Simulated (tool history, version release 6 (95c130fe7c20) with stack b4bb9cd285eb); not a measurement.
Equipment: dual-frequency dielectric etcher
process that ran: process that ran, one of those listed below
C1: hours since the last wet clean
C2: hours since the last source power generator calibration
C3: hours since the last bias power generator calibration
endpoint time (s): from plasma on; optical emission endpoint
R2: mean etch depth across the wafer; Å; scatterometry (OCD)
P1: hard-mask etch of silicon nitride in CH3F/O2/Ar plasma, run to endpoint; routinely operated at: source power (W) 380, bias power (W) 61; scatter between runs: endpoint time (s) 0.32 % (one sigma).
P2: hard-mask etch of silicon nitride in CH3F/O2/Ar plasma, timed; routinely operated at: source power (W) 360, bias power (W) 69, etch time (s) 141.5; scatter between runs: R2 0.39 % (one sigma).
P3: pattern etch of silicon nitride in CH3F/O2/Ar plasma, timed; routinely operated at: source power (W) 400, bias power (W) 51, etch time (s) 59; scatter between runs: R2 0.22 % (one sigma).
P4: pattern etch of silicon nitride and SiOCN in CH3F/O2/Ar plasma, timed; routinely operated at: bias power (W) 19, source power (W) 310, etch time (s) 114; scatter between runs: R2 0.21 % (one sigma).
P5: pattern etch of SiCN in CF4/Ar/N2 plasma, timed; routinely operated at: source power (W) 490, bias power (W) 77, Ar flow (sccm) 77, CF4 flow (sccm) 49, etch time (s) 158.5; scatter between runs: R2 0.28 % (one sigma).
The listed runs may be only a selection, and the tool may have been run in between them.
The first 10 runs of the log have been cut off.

run 11 hour=88.4 | process_that_ran=P5 source_power_(W)=490 bias_power_(W)=77 Ar_flow_(sccm)=77 CF4_flow_(sccm)=67 etch_time_(s)=158.5 | C1=329.8 C2=1254.4 C3=2206.2 | R2=1540.9
run 12 hour=94.8 | process_that_ran=P4 source_power_(W)=310 bias_power_(W)=19 etch_time_(s)=114 | C1=336.2 C2=1260.8 C3=2212.6 | R2=131.79
run 13 hour=102.6 | process_that_ran=P5 source_power_(W)=490 bias_power_(W)=77 Ar_flow_(sccm)=77 CF4_flow_(sccm)=49 etch_time_(s)=101 | C1=344 C2=1268.6 C3=2220.4 | R2=937.96
run 14 hour=107.8 | process_that_ran=P2 source_power_(W)=360 bias_power_(W)=69 etch_time_(s)=141.5 | C1=349.2 C2=1273.8 C3=2225.6 | R2=964.26
run 15 hour=117 | process_that_ran=P5 source_power_(W)=490 bias_power_(W)=77 Ar_flow_(sccm)=77 CF4_flow_(sccm)=49 etch_time_(s)=158.5 | C1=358.4 C2=1283 C3=2234.8 | R2=1470.2
run 16 hour=125.8 | process_that_ran=P4 source_power_(W)=310 bias_power_(W)=14 etch_time_(s)=114 | C1=367.2 C2=1291.8 C3=2243.6 | R2=116.19
run 17 hour=133.2 | process_that_ran=P4 source_power_(W)=230 bias_power_(W)=19 etch_time_(s)=114 | C1=374.6 C2=1299.2 C3=2251 | R2=119.23
run 18 hour=137.9 | process_that_ran=P1 source_power_(W)=380 bias_power_(W)=61 | C1=379.3 C2=1303.9 C3=2255.7 | endpoint_time_(s)=52.867
run 19 hour=144.1 | process_that_ran=P1 source_power_(W)=280 bias_power_(W)=61 | C1=385.5 C2=1310.1 C3=2261.9 | endpoint_time_(s)=59.542
run 20 hour=153.1 | process_that_ran=P1 source_power_(W)=380 bias_power_(W)=73 | C1=394.5 C2=1319.1 C3=2270.9 | endpoint_time_(s)=49.668
run 21 hour=160.3 | process_that_ran=P3 source_power_(W)=400 bias_power_(W)=51 etch_time_(s)=44.5 | C1=401.7 C2=1326.3 C3=2278.1 | R2=283.23
run 22 hour=169.1 | process_that_ran=P3 source_power_(W)=400 bias_power_(W)=33 etch_time_(s)=59 | C1=410.5 C2=1335.1 C3=2286.9 | R2=332.05
run 23 hour=174.3 | process_that_ran=P1 source_power_(W)=380 bias_power_(W)=61 | C1=415.7 C2=1340.3 C3=2292.1 | endpoint_time_(s)=52.505
run 24 hour=183.4 | process_that_ran=P3 source_power_(W)=240 bias_power_(W)=51 etch_time_(s)=59 | C1=424.8 C2=1349.4 C3=2301.2 | R2=309.67
run 25 hour=188.9 | process_that_ran=P2 source_power_(W)=360 bias_power_(W)=69 etch_time_(s)=181.5 | C1=430.3 C2=1354.9 C3=2306.7 | R2=1221.4
run 26 hour=197 | process_that_ran=P4 source_power_(W)=310 bias_power_(W)=19 etch_time_(s)=80.5 | C1=438.4 C2=1363 C3=2314.8 | R2=92.977
run 27 hour=204.9 | process_that_ran=P5 source_power_(W)=490 bias_power_(W)=77 Ar_flow_(sccm)=77 CF4_flow_(sccm)=49 etch_time_(s)=158.5 | C1=446.3 C2=1370.9 C3=2322.7 | R2=1475.9
run 28 hour=212.6 | process_that_ran=P2 source_power_(W)=240 bias_power_(W)=69 etch_time_(s)=141.5 | C1=454 C2=1378.6 C3=2330.4 | R2=818.16
run 29 hour=222.3 | process_that_ran=P3 source_power_(W)=400 bias_power_(W)=51 etch_time_(s)=59 | C1=463.7 C2=1388.3 C3=2340.1 | R2=377.36

Run 30 comes next. What will it give?
run 30 hour=230.6 | process_that_ran=P1 source_power_(W)=380 bias_power_(W)=61 | C1=472 C2=1396.6 C3=2348.4 | endpoint_time_(s)=?

{"run 30": {"endpoint time (s)": 52.612}}
